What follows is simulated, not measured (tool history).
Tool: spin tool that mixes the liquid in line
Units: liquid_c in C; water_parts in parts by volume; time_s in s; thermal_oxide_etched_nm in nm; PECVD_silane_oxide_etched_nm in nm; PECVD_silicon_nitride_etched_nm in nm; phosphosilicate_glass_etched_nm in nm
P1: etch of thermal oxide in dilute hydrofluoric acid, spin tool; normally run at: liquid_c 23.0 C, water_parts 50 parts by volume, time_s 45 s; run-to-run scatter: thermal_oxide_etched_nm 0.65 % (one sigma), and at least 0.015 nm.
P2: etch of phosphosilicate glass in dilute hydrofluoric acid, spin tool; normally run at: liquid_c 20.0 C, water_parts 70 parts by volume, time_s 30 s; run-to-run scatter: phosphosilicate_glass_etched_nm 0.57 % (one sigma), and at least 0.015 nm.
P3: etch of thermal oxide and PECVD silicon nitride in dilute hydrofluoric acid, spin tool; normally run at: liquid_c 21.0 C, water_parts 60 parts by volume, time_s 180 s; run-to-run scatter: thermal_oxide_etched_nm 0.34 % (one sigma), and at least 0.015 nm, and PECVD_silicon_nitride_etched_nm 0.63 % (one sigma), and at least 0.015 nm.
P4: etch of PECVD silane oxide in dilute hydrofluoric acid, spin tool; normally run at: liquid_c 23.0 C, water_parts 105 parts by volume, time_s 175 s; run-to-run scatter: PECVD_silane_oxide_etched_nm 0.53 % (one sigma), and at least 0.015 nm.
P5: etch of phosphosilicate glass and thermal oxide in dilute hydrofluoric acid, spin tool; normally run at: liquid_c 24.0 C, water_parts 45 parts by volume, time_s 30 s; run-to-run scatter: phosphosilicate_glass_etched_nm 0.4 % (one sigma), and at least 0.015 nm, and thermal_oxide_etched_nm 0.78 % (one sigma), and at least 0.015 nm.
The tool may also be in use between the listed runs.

run   hour  process  liquid_c  water_parts  time_s  hours since the thermometer was replaced  hours since the hydrofluoric acid flow meter was replaced  thermal_oxide_etched_nm  PECVD_silane_oxide_etched_nm  PECVD_silicon_nitride_etched_nm  phosphosilicate_glass_etched_nm
  1    9.0       P1      23.0           50      45                                    1563.5                                                      445.1                   4.6479
  2   13.3       P4      23.0          105     175                                    1567.8                                                      449.4                                                 40.890
  3   18.9       P1      23.0           50      45                                    1573.4                                                      455.0                   4.5433
  4   27.8       P1      23.0           50      45                                    1582.3                                                      463.9                   4.5265
  5   36.1       P1      23.0           50      45                                    1590.6                                                      472.2                   4.5909
  6   43.3       P1      23.0           85      45                                    1597.8                                                      479.4                   2.5789
  7   50.6       P3      21.0           60     180                                    1605.1                                                      486.7                  12.2910                                                         4.1866
  8   57.8       P1      23.0           50      45                                    1612.3                                                      493.9                   4.6360
  9   64.5       P3      17.0           60     180                                    1619.0                                                      500.6                  10.4360                                                         3.1641
 10   72.3       P4      23.0          105     310                                    1626.8                                                      508.4                                                 72.453
 11   79.3       P2      20.0           70      30                                    1633.8                                                      515.4                                                                                                                   30.007
 12   88.3       P1      23.0           50      15                                    1642.8                                                      524.4                   1.5330
 13   94.9       P2      20.0           30      30                                    1649.4                                                      531.0                                                                                                                   73.283
 14   99.8       P4      28.0          105     175                                    1654.3                                                      535.9                                                 50.143
 15  107.0       P1      23.0           50      45                                    1661.5                                                      543.1                   4.6265
     111.3  -- hydrofluoric acid flow meter replaced
 16  111.4       P1      17.0           50      45                                    1665.9                                                        0.2                   3.5578
 17  119.0       P3      21.0          100     180                                    1673.5                                                        7.8                   7.0292                                                         2.5486
 18  126.2       P1      23.0           30      45                                    1680.7                                                       15.0                   7.7807
 19  130.2       P2      20.0           70      30                                    1684.7                                                       19.0                                                                                                                   29.540
 20  134.4       P1      31.0           50      45                                    1688.9                                                       23.2                   6.3335
 21  138.7       P5      24.0           45      30                                    1693.2                                                       27.5                   3.2433                                                                                          55.544
 22  143.7       P3      21.0           60     350                                    1698.2                                                       32.5                  23.8980                                                         8.1824
 23  148.8       P1      23.0           80      20                                    1703.3                                                       37.6                   1.2092
 24  156.5       P1      23.0           50      75                                    1711.0                                                       45.3                   7.6463
 25  165.0       P2      17.0           70      30                                    1719.5                                                       53.8                                                                                                                   26.455
 26  173.7       P5      17.5           45      30                                    1728.2                                                       62.5                   2.4529                                                                                          42.090
 27  178.4       P1      29.5           20      45                                    1732.9                                                       67.2                  15.7890
 28  187.1       P5      24.0           65      30                                    1741.6                                                       75.9                   2.1867                                                                                          37.489
 29  193.2       P4      23.0           30     175                                    1747.7                                                       82.0                                                159.140

The next listed run, before its measurement:
 30  199.1       P5      24.0           45      60                                    1753.6                                                       87.9                        ?                                                                                               ?

Run 30 gave thermal_oxide_etched_nm 6.4103 nm, phosphosilicate_glass_etched_nm 110.610 nm.
